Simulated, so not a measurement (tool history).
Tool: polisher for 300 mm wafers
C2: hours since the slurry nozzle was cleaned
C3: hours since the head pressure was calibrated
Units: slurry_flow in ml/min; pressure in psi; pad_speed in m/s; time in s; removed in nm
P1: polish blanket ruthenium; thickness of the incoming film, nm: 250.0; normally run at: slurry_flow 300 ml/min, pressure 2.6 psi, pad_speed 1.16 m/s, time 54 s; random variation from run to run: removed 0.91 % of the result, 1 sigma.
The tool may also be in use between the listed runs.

{"run": 1, "hour": 14.8, "slurry_flow": 300, "pressure": 2.6, "pad_speed": 1.16, "time": 54, "wafers polished on this pad": 912, "C2": 158.6, "C3": 711.2, "removed": 79.035}
{"run": 2, "hour": 24.3, "slurry_flow": 395, "pressure": 2.6, "pad_speed": 1.78, "time": 54, "wafers polished on this pad": 1027, "C2": 168.1, "C3": 720.7, "removed": 122.26}
{"run": 3, "hour": 42.1, "slurry_flow": 300, "pressure": 2.6, "pad_speed": 1.16, "time": 54, "wafers polished on this pad": 1241, "C2": 185.9, "C3": 738.5, "removed": 79.304}
{"run": 4, "hour": 53.7, "slurry_flow": 300, "pressure": 2.6, "pad_speed": 1.16, "time": 54, "wafers polished on this pad": 1382, "C2": 197.5, "C3": 750.1, "removed": 79.63}
{"run": 5, "hour": 71.9, "slurry_flow": 300, "pressure": 2.6, "pad_speed": 1.16, "time": 84, "wafers polished on this pad": 1601, "C2": 215.7, "C3": 768.3, "removed": 120.94}
{"run": 6, "hour": 88.5, "slurry_flow": 300, "pressure": 2.6, "pad_speed": 1.16, "time": 25, "wafers polished on this pad": 1802, "C2": 232.3, "C3": 784.9, "removed": 37.148}
{"run": 7, "hour": 107.6, "slurry_flow": 430, "pressure": 1.8, "pad_speed": 1.16, "time": 54, "wafers polished on this pad": 2033, "C2": 251.4, "C3": 804, "removed": 56.182}
{"run": 8, "hour": 121.0, "slurry_flow": 300, "pressure": 1.3, "pad_speed": 1.16, "time": 54, "wafers polished on this pad": 2194, "C2": 264.8, "C3": 817.4, "removed": 38.948}
{"run": 9, "hour": 130.2, "slurry_flow": 180, "pressure": 2.6, "pad_speed": 1.6, "time": 54, "wafers polished on this pad": 2306, "C2": 274, "C3": 826.6, "removed": 103.39}
{"hour": 139.7, "done": "head pressure recalibrated"}
{"run": 10, "hour": 144.2, "slurry_flow": 180, "pressure": 2.6, "pad_speed": 1.16, "time": 54, "wafers polished on this pad": 2475, "C2": 288, "C3": 4.6, "removed": 74.679}
{"run": 11, "hour": 153.9, "slurry_flow": 300, "pressure": 2.6, "pad_speed": 1.16, "time": 54, "wafers polished on this pad": 2592, "C2": 297.7, "C3": 14.3, "removed": 78.309}
{"run": 12, "hour": 171.0, "slurry_flow": 300, "pressure": 2.6, "pad_speed": 1.16, "time": 54, "wafers polished on this pad": 2798, "C2": 314.8, "C3": 31.4, "removed": 78.792}
{"run": 13, "hour": 183.7, "slurry_flow": 300, "pressure": 2.6, "pad_speed": 0.52, "time": 54, "wafers polished on this pad": 2952, "C2": 327.5, "C3": 44.1, "removed": 35.1}
{"run": 14, "hour": 192.4, "slurry_flow": 410, "pressure": 2.6, "pad_speed": 1.16, "time": 54, "wafers polished on this pad": 3057, "C2": 336.2, "C3": 52.8, "removed": 81.332}
{"run": 15, "hour": 203.9, "slurry_flow": 300, "pressure": 4.1, "pad_speed": 1.16, "time": 54, "wafers polished on this pad": 3196, "C2": 347.7, "C3": 64.3, "removed": 121.26}
{"run": 16, "hour": 214.6, "slurry_flow": 300, "pressure": 2.6, "pad_speed": 1.54, "time": 54, "wafers polished on this pad": 3325, "C2": 358.4, "C3": 75, "removed": 105.46}
{"run": 17, "hour": 228.6, "slurry_flow": 300, "pressure": 2.6, "pad_speed": 1.16, "time": 54, "wafers polished on this pad": 3494, "C2": 372.4, "C3": 89, "removed": 78.321}
{"run": 18, "hour": 246.6, "slurry_flow": 300, "pressure": 2.6, "pad_speed": 1.16, "time": 54, "wafers polished on this pad": 3711, "C2": 390.4, "C3": 107, "removed": 77.993}
{"run": 19, "hour": 263.0, "slurry_flow": 300, "pressure": 2.6, "pad_speed": 1.16, "time": 54, "wafers polished on this pad": 3909, "C2": 406.8, "C3": 123.4, "removed": 76.982}
{"run": 20, "hour": 279.8, "slurry_flow": 300, "pressure": 2.6, "pad_speed": 1.16, "time": 54, "wafers polished on this pad": 4112, "C2": 423.6, "C3": 140.2, "removed": 75.887}
{"run": 21, "hour": 289.0, "slurry_flow": 300, "pressure": 2.6, "pad_speed": 1.16, "time": 54, "wafers polished on this pad": 4223, "C2": 432.8, "C3": 149.4, "removed": 74.432}
{"run": 22, "hour": 301.7, "slurry_flow": 300, "pressure": 2.6, "pad_speed": 1.16, "time": 54, "wafers polished on this pad": 4377, "C2": 445.5, "C3": 162.1, "removed": 76.38}
{"hour": 307.7, "done": "head pressure recalibrated"}
{"run": 23, "hour": 314.4, "slurry_flow": 300, "pressure": 2.6, "pad_speed": 1.16, "time": 54, "wafers polished on this pad": 4530, "C2": 458.2, "C3": 6.8, "removed": 75.164}
{"run": 24, "hour": 330.5, "slurry_flow": 300, "pressure": 2.6, "pad_speed": 1.16, "time": 54, "wafers polished on this pad": 4725, "C2": 474.3, "C3": 22.9, "removed": 75.01}
{"run": 25, "hour": 349.1, "slurry_flow": 300, "pressure": 2.6, "pad_speed": 1.16, "time": 54, "wafers polished on this pad": 4949, "C2": 492.9, "C3": 41.5, "removed": 76.316}
{"run": 26, "hour": 360.6, "slurry_flow": 300, "pressure": 2.6, "pad_speed": 1.16, "time": 54, "wafers polished on this pad": 5088, "C2": 504.4, "C3": 53, "removed": 76.041}
{"run": 27, "hour": 372.5, "slurry_flow": 300, "pressure": 2.6, "pad_speed": 1.16, "time": 54, "wafers polished on this pad": 5232, "C2": 516.3, "C3": 64.9, "removed": 76.098}
{"run": 28, "hour": 385.4, "slurry_flow": 300, "pressure": 2.6, "pad_speed": 1.16, "time": 54, "wafers polished on this pad": 5388, "C2": 529.2, "C3": 77.8, "removed": 75.458}

What P1 gives has crept away from where it was. These 2 causes fit the log equally well, each at the size given:
A: removal rate lost through wear of the pad, % = 4.93
B: slurry flow missing at the pad, % = 36.5
The creep began at about hour 228.6.
Why every other cause is out:
head's pressure below its setpoint, %: serviced at hour 307.7, which brought nothing back

4 check runs are offered, each on 5 wafers whose results are averaged, their results left as question marks. Which one tells the causes apart?
{"run": "check 1", "hour": 398.3, "slurry_flow": 300, "pressure": 3.7, "pad_speed": 0.54, "time": 54, "removed": "?"}
{"run": "check 2", "hour": 398.3, "slurry_flow": 300, "pressure": 1.9, "pad_speed": 1.16, "time": 54, "removed": "?"}
{"run": "check 3", "hour": 398.3, "slurry_flow": 300, "pressure": 1.3, "pad_speed": 1.16, "time": 39, "removed": "?"}
{"run": "check 4", "hour": 398.3, "slurry_flow": 180, "pressure": 2.6, "pad_speed": 1.16, "time": 28, "removed": "?"}

What each check would give under each cause:
check=check_1 result=removed if_A=49.593 if_B=49.595
check=check_2 result=removed if_A=54.706 if_B=54.709
check=check_3 result=removed if_A=27.033 if_B=27.035
check=check_4 result=removed if_A=36.612 if_B=35.5
How far apart the two closest causes lie, in the result that separates them most: check 1 0.01 %; check 2 0.01 %; check 3 0.01 %; check 4 3.09 %
Only check 4 tells the causes apart: in the others they would give nearly the same result.

Then check 4 was run and gave: removed 36.722 nm. Which cause is it?

It is A: removal rate lost through wear of the pad, %.
